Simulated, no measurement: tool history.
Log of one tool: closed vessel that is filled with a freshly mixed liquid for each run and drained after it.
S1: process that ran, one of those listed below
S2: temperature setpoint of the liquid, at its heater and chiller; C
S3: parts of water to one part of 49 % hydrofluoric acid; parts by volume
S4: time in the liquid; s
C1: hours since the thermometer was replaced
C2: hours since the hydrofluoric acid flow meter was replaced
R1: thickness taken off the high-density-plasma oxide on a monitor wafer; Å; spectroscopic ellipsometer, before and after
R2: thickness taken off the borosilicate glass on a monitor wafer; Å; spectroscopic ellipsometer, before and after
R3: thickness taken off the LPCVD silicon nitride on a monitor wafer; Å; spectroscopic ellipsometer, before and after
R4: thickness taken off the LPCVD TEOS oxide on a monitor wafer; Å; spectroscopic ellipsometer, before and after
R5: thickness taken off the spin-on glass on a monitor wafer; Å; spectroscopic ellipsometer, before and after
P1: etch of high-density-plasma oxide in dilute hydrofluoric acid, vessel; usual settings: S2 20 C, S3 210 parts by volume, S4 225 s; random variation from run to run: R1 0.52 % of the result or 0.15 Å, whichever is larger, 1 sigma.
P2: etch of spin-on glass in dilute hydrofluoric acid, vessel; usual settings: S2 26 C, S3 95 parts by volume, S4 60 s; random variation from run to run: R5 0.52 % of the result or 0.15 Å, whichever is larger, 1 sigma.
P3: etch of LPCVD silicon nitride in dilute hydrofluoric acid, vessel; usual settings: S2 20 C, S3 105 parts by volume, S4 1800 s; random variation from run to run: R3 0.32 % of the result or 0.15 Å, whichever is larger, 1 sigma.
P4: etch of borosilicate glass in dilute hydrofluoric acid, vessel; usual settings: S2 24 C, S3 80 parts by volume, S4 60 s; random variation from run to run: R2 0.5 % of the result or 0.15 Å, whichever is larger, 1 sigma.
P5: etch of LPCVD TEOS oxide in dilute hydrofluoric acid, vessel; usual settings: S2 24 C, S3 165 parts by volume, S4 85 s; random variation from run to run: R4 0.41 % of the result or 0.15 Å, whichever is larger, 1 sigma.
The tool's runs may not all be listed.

run   hour  S1    S2   S3    S4      C1      C2      R1      R2      R3      R4      R5
  1   12.5  P1    20  210   225   738.9     751  56.232
  2   23.4  P1    17  210   225   749.8   761.9  50.442
  3   38.7  P4    24   25    60   765.1   777.2          880.27
  4   49.2  P3    20  105  3005   775.6   787.7                  107.65
  5   57.2  P1    20  380   225   783.6   795.7  27.064
  6   74.6  P1  25.5  315   225     801   813.1  41.602
  7   90.1  P5    20  165    85   816.5   828.6                          220.75
  8   98.7  P1    20  210   225   825.1   837.2  56.263
  9  114.6  P1    20  100   120     841   853.1  71.127
 10  126.3  P1    20  210   225   852.7   864.8  56.461
 11  140.7  P1    25  210   225   867.1   879.2  68.088
 12  150.2  P2  19.5   95    60   876.6   888.7                                  365.72
 13  160.9  P5    24  245    85   887.3   899.4                          159.24
 14  175.8  P5    24  165    30   902.2   914.3                          91.165
 15    193  P2    26   95   115   919.4   931.5                                  904.73
 16  204.8  P1    20  210   225   931.2   943.3  56.813
 17  216.5  P1    27  210   335   942.9     955  108.81
 18  232.8  P2    26  140    60   959.2   971.3                                  301.11
 19    245  P5    24  165    85   971.4   983.5                          258.85
 20  256.7  P3    24  105  1800   983.1   995.2                  84.141
 21  267.5  P5    24  165    85   993.9    1006                          257.69
 22  281.9  P4    24   80    30  1008.3  1020.4          127.96
 23  297.5  P1    20  210    65  1023.9    1036   16.34
     300.4  -- hydrofluoric acid flow meter replaced
 24  309.3  P1    20   60   225  1035.7     8.9  232.74
 25    327  P1    20  210   225  1053.4    26.6  56.331
 26  340.2  P2    26   95    60  1066.6    39.8                                  474.74
 27  356.8  P4    28   80    60  1083.2    56.4          300.62
 28  374.4  P3    20   35  1800  1100.8      74                  187.96
 29  383.9  P4    24   80    60  1110.3    83.5          253.36
 30  395.1  P3    20  105  1800  1121.5    94.7                  63.954
 31    408  P4    24   80    60  1134.4   107.6          253.24
 32  416.6  P2    26   95    60    1143   116.2                                  471.67
 33  424.6  P1    20  210   375    1151   124.2  94.564
 34    433  P1    20  210   225  1159.4   132.6   56.28
 35  449.8  P1    20  210   225  1176.2   149.4  54.842
 36  459.2  P1    20  210   225  1185.6   158.8  54.418
 37  476.7  P1    20  210   225  1203.1   176.3  53.886
 38  493.2  P1    20  210   225  1219.6   192.8  53.983
 39  504.3  P1    20  210   225  1230.7   203.9  53.437
 40  514.2  P1    20  210   225  1240.6   213.8  53.543

Run 41 comes next. What will it give?
 41  526.2  P1  20  210  225  1252.6  225.8   ?

{"run 41": {"R1": 53.397}}
